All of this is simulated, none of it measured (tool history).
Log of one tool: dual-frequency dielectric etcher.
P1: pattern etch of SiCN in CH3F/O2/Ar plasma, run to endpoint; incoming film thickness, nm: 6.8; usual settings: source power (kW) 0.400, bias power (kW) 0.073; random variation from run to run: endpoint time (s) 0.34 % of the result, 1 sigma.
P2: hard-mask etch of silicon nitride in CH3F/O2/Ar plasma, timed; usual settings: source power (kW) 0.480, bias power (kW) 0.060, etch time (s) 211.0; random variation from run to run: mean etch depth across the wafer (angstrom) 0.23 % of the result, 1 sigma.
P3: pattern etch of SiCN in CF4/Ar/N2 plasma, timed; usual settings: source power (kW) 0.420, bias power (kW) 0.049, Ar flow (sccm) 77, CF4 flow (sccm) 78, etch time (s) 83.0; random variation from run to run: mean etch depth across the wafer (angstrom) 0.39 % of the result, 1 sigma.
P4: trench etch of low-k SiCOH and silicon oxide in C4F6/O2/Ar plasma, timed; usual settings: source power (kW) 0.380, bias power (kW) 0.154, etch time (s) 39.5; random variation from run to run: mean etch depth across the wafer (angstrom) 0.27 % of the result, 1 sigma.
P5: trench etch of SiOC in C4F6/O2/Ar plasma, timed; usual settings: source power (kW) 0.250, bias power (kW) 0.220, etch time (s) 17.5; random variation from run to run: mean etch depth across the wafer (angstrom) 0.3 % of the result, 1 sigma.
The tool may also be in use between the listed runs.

| run | hour | process that ran | source power (kW) | bias power (kW) | etch time (s) | Ar flow (sccm) | CF4 flow (sccm) | hours since the last wet clean | hours since the last source power generator calibration | hours since the last bias power generator calibration | endpoint time (s) | mean etch depth across the wafer (angstrom) |
|---|---|---|---|---|---|---|---|---|---|---|---|---|
| 1 | 4.5 | P1 | 0.400 | 0.073 |  |  |  | 227.3 | 1070.3 | 1101.0 | 17.255 |  |
| 2 | 9.1 | P4 | 0.380 | 0.154 | 39.5 |  |  | 231.9 | 1074.9 | 1105.6 |  | 1192.50 |
| 3 | 11.7 | P5 | 0.250 | 0.281 | 17.5 |  |  | 234.5 | 1077.5 | 1108.2 |  | 358.19 |
| 4 | 14.1 | P3 | 0.530 | 0.049 | 83.0 | 77 | 78 | 236.9 | 1079.9 | 1110.6 |  | 782.20 |
|  | 14.8 | bias power generator calibrated |
| 5 | 18.4 | P4 | 0.240 | 0.154 | 39.5 |  |  | 241.2 | 1084.2 | 3.7 |  | 995.74 |
| 6 | 23.4 | P4 | 0.380 | 0.154 | 30.0 |  |  | 246.2 | 1089.2 | 8.7 |  | 905.07 |
| 7 | 28.8 | P1 | 0.400 | 0.073 |  |  |  | 251.6 | 1094.6 | 14.1 | 17.255 |  |
| 8 | 32.5 | P5 | 0.250 | 0.220 | 17.5 |  |  | 255.3 | 1098.3 | 17.8 |  | 328.33 |
| 9 | 36.7 | P3 | 0.420 | 0.049 | 83.0 | 77 | 103 | 259.5 | 1102.5 | 22.0 |  | 660.02 |
| 10 | 40.8 | P1 | 0.400 | 0.073 |  |  |  | 263.6 | 1106.6 | 26.1 | 17.123 |  |
| 11 | 46.0 | P2 | 0.480 | 0.081 | 211.0 |  |  | 268.8 | 1111.8 | 31.3 |  | 1600.50 |
| 12 | 50.4 | P1 | 0.250 | 0.073 |  |  |  | 273.2 | 1116.2 | 35.7 | 20.658 |  |
| 13 | 53.5 | P4 | 0.380 | 0.154 | 39.5 |  |  | 276.3 | 1119.3 | 38.8 |  | 1196.80 |
| 14 | 56.4 | P5 | 0.160 | 0.220 | 17.5 |  |  | 279.2 | 1122.2 | 41.7 |  | 277.59 |
| 15 | 59.6 | P3 | 0.420 | 0.049 | 83.0 | 77 | 78 | 282.4 | 1125.4 | 44.9 |  | 637.85 |
| 16 | 63.6 | P5 | 0.250 | 0.220 | 17.5 |  |  | 286.4 | 1129.4 | 48.9 |  | 329.74 |
| 17 | 66.6 | P1 | 0.400 | 0.073 |  |  |  | 289.4 | 1132.4 | 51.9 | 17.223 |  |
| 18 | 69.8 | P3 | 0.420 | 0.049 | 56.0 | 77 | 78 | 292.6 | 1135.6 | 55.1 |  | 430.61 |
| 19 | 73.7 | P2 | 0.370 | 0.060 | 211.0 |  |  | 296.5 | 1139.5 | 59.0 |  | 1311.10 |
| 20 | 76.2 | P2 | 0.480 | 0.060 | 116.0 |  |  | 299.0 | 1142.0 | 61.5 |  | 796.57 |
| 21 | 80.1 | P3 | 0.420 | 0.064 | 83.0 | 77 | 78 | 302.9 | 1145.9 | 65.4 |  | 694.61 |
| 22 | 83.4 | P5 | 0.250 | 0.220 | 12.0 |  |  | 306.2 | 1149.2 | 68.7 |  | 225.83 |
| 23 | 86.7 | P1 | 0.560 | 0.045 |  |  |  | 309.5 | 1152.5 | 72.0 | 17.675 |  |
| 24 | 89.9 | P1 | 0.400 | 0.047 |  |  |  | 312.7 | 1155.7 | 75.2 | 19.877 |  |
| 25 | 95.3 | P4 | 0.380 | 0.108 | 39.5 |  |  | 318.1 | 1161.1 | 80.6 |  | 1076.50 |
| 26 | 100.2 | P1 | 0.400 | 0.091 |  |  |  | 323.0 | 1166.0 | 85.5 | 15.912 |  |
| 27 | 103.8 | P1 | 0.560 | 0.073 |  |  |  | 326.6 | 1169.6 | 89.1 | 15.153 |  |
| 28 | 109.0 | P2 | 0.480 | 0.060 | 211.0 |  |  | 331.8 | 1174.8 | 94.3 |  | 1444.00 |
| 29 | 112.5 | P1 | 0.400 | 0.073 |  |  |  | 335.3 | 1178.3 | 97.8 | 17.276 |  |
| 30 | 116.5 | P1 | 0.290 | 0.088 |  |  |  | 339.3 | 1182.3 | 101.8 | 18.069 |  |
| 31 | 120.4 | P1 | 0.400 | 0.073 |  |  |  | 343.2 | 1186.2 | 105.7 | 17.263 |  |
| 32 | 125.7 | P1 | 0.270 | 0.086 |  |  |  | 348.5 | 1191.5 | 111.0 | 18.651 |  |
| 33 | 131.2 | P1 | 0.400 | 0.073 |  |  |  | 354.0 | 1197.0 | 116.5 | 17.198 |  |
| 34 | 136.4 | P3 | 0.420 | 0.049 | 83.0 | 95 | 78 | 359.2 | 1202.2 | 121.7 |  | 613.69 |
| 35 | 141.7 | P1 | 0.400 | 0.073 |  |  |  | 364.5 | 1207.5 | 127.0 | 17.184 |  |
| 36 | 146.0 | P1 | 0.400 | 0.073 |  |  |  | 368.8 | 1211.8 | 131.3 | 17.255 |  |
| 37 | 151.1 | P1 | 0.400 | 0.073 |  |  |  | 373.9 | 1216.9 | 136.4 | 17.298 |  |
| 38 | 154.4 | P1 | 0.400 | 0.073 |  |  |  | 377.2 | 1220.2 | 139.7 | 17.423 |  |
| 39 | 158.1 | P1 | 0.400 | 0.073 |  |  |  | 380.9 | 1223.9 | 143.4 | 17.502 |  |
| 40 | 161.6 | P1 | 0.400 | 0.073 |  |  |  | 384.4 | 1227.4 | 146.9 | 17.407 |  |
|  | 164.6 | wet clean of the chamber |
| 41 | 165.6 | P1 | 0.400 | 0.073 |  |  |  | 1.0 | 1231.4 | 150.9 | 17.504 |  |
| 42 | 170.6 | P1 | 0.400 | 0.073 |  |  |  | 6.0 | 1236.4 | 155.9 | 17.570 |  |
| 43 | 176.1 | P1 | 0.400 | 0.073 |  |  |  | 11.5 | 1241.9 | 161.4 | 17.445 |  |

What P1 gives has crept away from where it was. These 2 causes fit the log equally well, each at the size given:
A: bias power that arrives under what is set, % = 4.66
B: source power that arrives under what is set, % = 4.38
The creep began at about hour 141.7.
Why every other cause is out:
chamber walls in a state that lowers the etch rate, %: serviced at hour 164.6, which brought nothing back

4 check runs are offered, each on 2 wafers whose results are averaged, their results left as question marks. Which one tells the causes apart?
| check 1 | 181.6 | P2 | 0.480 | 0.080 | 211.0 |  |  |  |  |  |  | ? |
| check 2 | 181.6 | P4 | 0.260 | 0.154 | 39.5 |  |  |  |  |  |  | ? |
| check 3 | 181.6 | P5 | 0.160 | 0.258 | 17.5 |  |  |  |  |  |  | ? |
| check 4 | 181.6 | P3 | 0.420 | 0.049 | 58.0 | 77 | 78 |  |  |  |  | ? |

What each check would give under each cause:
| check | result | if A | if B |
|---|---|---|---|
| check 1 | mean etch depth across the wafer (angstrom) | 1569.20 | 1568.40 |
| check 2 | mean etch depth across the wafer (angstrom) | 1014.20 | 1011.70 |
| check 3 | mean etch depth across the wafer (angstrom) | 288.47 | 288.56 |
| check 4 | mean etch depth across the wafer (angstrom) | 438.79 | 427.64 |
How far apart the two closest causes lie, in the result that separates them most: check 1 0.05 %; check 2 0.25 %; check 3 0.03 %; check 4 2.57 %
Check 4 tells the causes apart: in the others they would give nearly the same result.

Check 4 was then run and gave: mean etch depth across the wafer (angstrom) 440.61. Which cause is it?

It is A: bias power that arrives under what is set, %.

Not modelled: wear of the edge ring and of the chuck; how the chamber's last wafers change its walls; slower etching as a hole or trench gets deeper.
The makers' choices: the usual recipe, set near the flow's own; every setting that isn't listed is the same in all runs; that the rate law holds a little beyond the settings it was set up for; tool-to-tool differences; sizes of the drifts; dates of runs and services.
